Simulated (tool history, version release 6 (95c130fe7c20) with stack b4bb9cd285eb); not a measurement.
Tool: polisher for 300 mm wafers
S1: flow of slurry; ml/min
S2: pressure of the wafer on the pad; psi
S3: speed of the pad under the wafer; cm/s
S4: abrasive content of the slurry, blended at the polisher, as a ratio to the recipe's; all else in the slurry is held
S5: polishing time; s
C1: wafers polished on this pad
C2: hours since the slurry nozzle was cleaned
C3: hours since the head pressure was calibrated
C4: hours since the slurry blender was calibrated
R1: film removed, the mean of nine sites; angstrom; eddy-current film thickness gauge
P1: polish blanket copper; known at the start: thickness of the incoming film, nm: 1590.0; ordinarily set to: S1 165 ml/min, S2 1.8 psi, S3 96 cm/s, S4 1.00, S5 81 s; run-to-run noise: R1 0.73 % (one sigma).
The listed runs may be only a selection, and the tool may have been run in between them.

| run | day | S1 | S2 | S3 | S4 | S5 | C1 | C2 | C3 | C4 | R1 |
|---|---|---|---|---|---|---|---|---|---|---|---|
| 1 | 0.354 | 165 | 1.8 | 96 | 1.00 | 81 | 679 | 241.9 | 348.8 | 49.8 | 1653.20 |
| 2 | 1.071 | 165 | 2.4 | 134 | 1.00 | 81 | 853 | 259.1 | 366.0 | 67.0 | 3061.20 |
| 3 | 1.758 | 165 | 1.8 | 96 | 1.00 | 81 | 1019 | 275.6 | 382.5 | 83.5 | 1668.10 |
| 4 | 2.321 | 165 | 1.8 | 96 | 1.00 | 128 | 1155 | 289.1 | 396.0 | 97.0 | 2625.80 |
| 5 | 2.892 | 165 | 1.8 | 96 | 0.55 | 81 | 1293 | 302.8 | 409.7 | 110.7 | 1477.20 |
| 6 | 3.292 | 165 | 1.8 | 46 | 1.00 | 81 | 1390 | 312.4 | 419.3 | 120.3 | 792.64 |
| 7 | 3.742 | 100 | 1.8 | 96 | 1.00 | 81 | 1499 | 323.2 | 430.1 | 131.1 | 1506.70 |
| 8 | 4.508 | 165 | 1.8 | 96 | 1.00 | 81 | 1684 | 341.6 | 448.5 | 149.5 | 1671.60 |
| 9 | 5.175 | 165 | 1.8 | 146 | 1.00 | 81 | 1846 | 357.6 | 464.5 | 165.5 | 2522.80 |
| 10 | 5.712 | 165 | 2.4 | 96 | 1.00 | 81 | 1976 | 370.5 | 477.4 | 178.4 | 2234.60 |
| 11 | 6.083 | 260 | 1.8 | 96 | 1.00 | 81 | 2066 | 379.4 | 486.3 | 187.3 | 1751.00 |
| 12 | 6.783 | 165 | 1.8 | 96 | 1.00 | 81 | 2235 | 396.2 | 503.1 | 204.1 | 1658.10 |
| 13 | 7.329 | 165 | 0.9 | 96 | 1.00 | 81 | 2367 | 409.3 | 516.2 | 217.2 | 830.28 |
| 14 | 7.917 | 165 | 1.8 | 96 | 1.00 | 41 | 2509 | 423.4 | 530.3 | 231.3 | 838.23 |
| 15 | 8.588 | 165 | 1.8 | 96 | 1.50 | 81 | 2671 | 439.5 | 546.4 | 247.4 | 1805.00 |
| 16 | 9.175 | 165 | 1.8 | 96 | 1.00 | 81 | 2813 | 453.6 | 560.5 | 261.5 | 1647.60 |
|  | 9.458 | slurry blender recalibrated |
| 17 | 9.904 | 165 | 1.8 | 96 | 1.00 | 81 | 2990 | 471.1 | 578.0 | 10.7 | 1669.30 |
| 18 | 10.333 | 165 | 1.8 | 48 | 1.00 | 123 | 3094 | 481.4 | 588.3 | 21.0 | 1252.30 |
| 19 | 10.971 | 165 | 1.8 | 96 | 1.00 | 81 | 3248 | 496.7 | 603.6 | 36.3 | 1654.60 |
| 20 | 11.625 | 165 | 1.8 | 96 | 1.00 | 81 | 3406 | 512.4 | 619.3 | 52.0 | 1574.40 |
| 21 | 12.358 | 165 | 1.8 | 96 | 1.00 | 81 | 3584 | 530.0 | 636.9 | 69.6 | 1541.80 |
|  | 12.838 | head pressure recalibrated |
| 22 | 13.054 | 165 | 1.8 | 96 | 1.00 | 81 | 3752 | 546.7 | 5.2 | 86.3 | 1519.10 |
|  | 13.217 | slurry blender recalibrated |
| 23 | 13.529 | 165 | 1.8 | 96 | 1.00 | 81 | 3867 | 558.1 | 16.6 | 7.5 | 1515.50 |
| 24 | 13.946 | 165 | 1.8 | 96 | 1.00 | 81 | 3968 | 568.1 | 26.6 | 17.5 | 1529.60 |
| 25 | 14.575 | 165 | 1.8 | 96 | 1.00 | 81 | 4120 | 583.2 | 41.7 | 32.6 | 1514.20 |

Compared with where it was, what P1 gives has crept away. Each cause listed below fits the log as well as the rest, at the size given for it:
A: slurry flow missing at the pad, % = 37.1
B: removal rate lost through wear of the pad, % = 8.69
The creep began at about day 10.971.
Each remaining cause and why it is not a fit:
head's pressure below its setpoint, %: maintenance at day 12.838, after the shift began, did not return the process to its former output
abrasive missing from the slurry, %: maintenance at day 13.217, after the shift began, did not return the process to its former output

Consider the 4 check runs below, whose results appear as question marks and each of which averages 2 wafers. Which one distinguishes the causes, in that each cause would give it a clearly different result?
| check 1 | 15.204 | 165 | 1.8 | 96 | 1.00 | 51 |  |  |  |  | ? |
| check 2 | 15.204 | 165 | 1.4 | 50 | 1.00 | 81 |  |  |  |  | ? |
| check 3 | 15.204 | 165 | 1.8 | 50 | 1.00 | 81 |  |  |  |  | ? |
| check 4 | 15.204 | 100 | 1.8 | 96 | 1.00 | 114 |  |  |  |  | ? |

Expected result of each check under each candidate cause:
| check | result | if A | if B |
|---|---|---|---|
| check 1 | R1 | 955.79 | 955.89 |
| check 2 | R1 | 614.94 | 615.00 |
| check 3 | R1 | 790.64 | 790.72 |
| check 4 | R1 | 1838.10 | 1933.20 |
Per check, the gap between the least separated pair of causes, taken in the result that splits them most: check 1 0.01 %; check 2 0.01 %; check 3 0.01 %; check 4 5.04 %
Check 4 distinguishes between the causes, while the remaining checks would return nearly the same result for all of them.

Then check 4 was run and gave: R1 1946.50 angstrom. Which cause is it?

The correct cause is B, namely: removal rate lost through wear of the pad, %.
